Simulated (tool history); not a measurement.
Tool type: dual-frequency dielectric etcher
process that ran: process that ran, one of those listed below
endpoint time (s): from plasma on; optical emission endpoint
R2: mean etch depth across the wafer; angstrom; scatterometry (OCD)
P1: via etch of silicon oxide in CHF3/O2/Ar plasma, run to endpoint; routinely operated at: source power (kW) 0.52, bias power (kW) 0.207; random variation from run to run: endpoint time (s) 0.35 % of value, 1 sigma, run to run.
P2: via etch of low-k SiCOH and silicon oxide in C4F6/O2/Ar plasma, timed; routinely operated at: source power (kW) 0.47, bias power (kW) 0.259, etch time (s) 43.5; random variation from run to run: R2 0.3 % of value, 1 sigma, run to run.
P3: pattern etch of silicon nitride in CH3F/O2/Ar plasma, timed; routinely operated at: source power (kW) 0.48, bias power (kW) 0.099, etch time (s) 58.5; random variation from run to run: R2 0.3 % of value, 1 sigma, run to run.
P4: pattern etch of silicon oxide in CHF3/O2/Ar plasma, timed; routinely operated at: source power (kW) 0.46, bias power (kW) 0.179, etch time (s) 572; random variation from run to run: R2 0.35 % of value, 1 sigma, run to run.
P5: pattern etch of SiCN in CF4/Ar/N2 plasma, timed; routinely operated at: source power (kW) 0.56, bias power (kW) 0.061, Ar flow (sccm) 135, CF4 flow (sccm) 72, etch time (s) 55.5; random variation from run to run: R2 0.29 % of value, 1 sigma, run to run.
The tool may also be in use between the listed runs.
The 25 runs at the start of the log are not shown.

At day 12.329: source power generator calibrated.
Run 26, day 12.383: process that ran P3, source power (kW) 0.34, bias power (kW) 0.099, etch time (s) 58.5. Result: R2 427.44 angstrom.
Run 27, day 12.692: process that ran P5, source power (kW) 0.56, bias power (kW) 0.041, Ar flow (sccm) 135, CF4 flow (sccm) 72, etch time (s) 55.5. Result: R2 458.38 angstrom.
Run 28, day 13.233: process that ran P1, source power (kW) 0.7, bias power (kW) 0.156. Result: endpoint time (s) 238.45.
Run 29, day 13.733: process that ran P1, source power (kW) 0.52, bias power (kW) 0.207. Result: endpoint time (s) 242.42.
Run 30, day 14.092: process that ran P4, source power (kW) 0.46, bias power (kW) 0.228, etch time (s) 572. Result: R2 11432 angstrom.
Run 31, day 14.442: process that ran P5, source power (kW) 0.56, bias power (kW) 0.061, Ar flow (sccm) 135, CF4 flow (sccm) 51, etch time (s) 55.5. Result: R2 491.94 angstrom.
Run 32, day 14.858: process that ran P1, source power (kW) 0.52, bias power (kW) 0.207. Result: endpoint time (s) 241.46.
Run 33, day 15.196: process that ran P1, source power (kW) 0.52, bias power (kW) 0.207. Result: endpoint time (s) 243.08.
Run 34, day 15.675: process that ran P1, source power (kW) 0.52, bias power (kW) 0.207. Result: endpoint time (s) 246.02.
Run 35, day 16.171: process that ran P1, source power (kW) 0.52, bias power (kW) 0.207. Result: endpoint time (s) 245.98.
Run 36, day 16.788: process that ran P1, source power (kW) 0.52, bias power (kW) 0.207. Result: endpoint time (s) 247.11.

What does the tool deliver on the next run?
At day 16.979: wet clean of the chamber.
Run 37, day 17.167: process that ran P1, source power (kW) 0.52, bias power (kW) 0.207. Result: endpoint time (s) ?.

Run 37 produced endpoint time (s) 246.82.
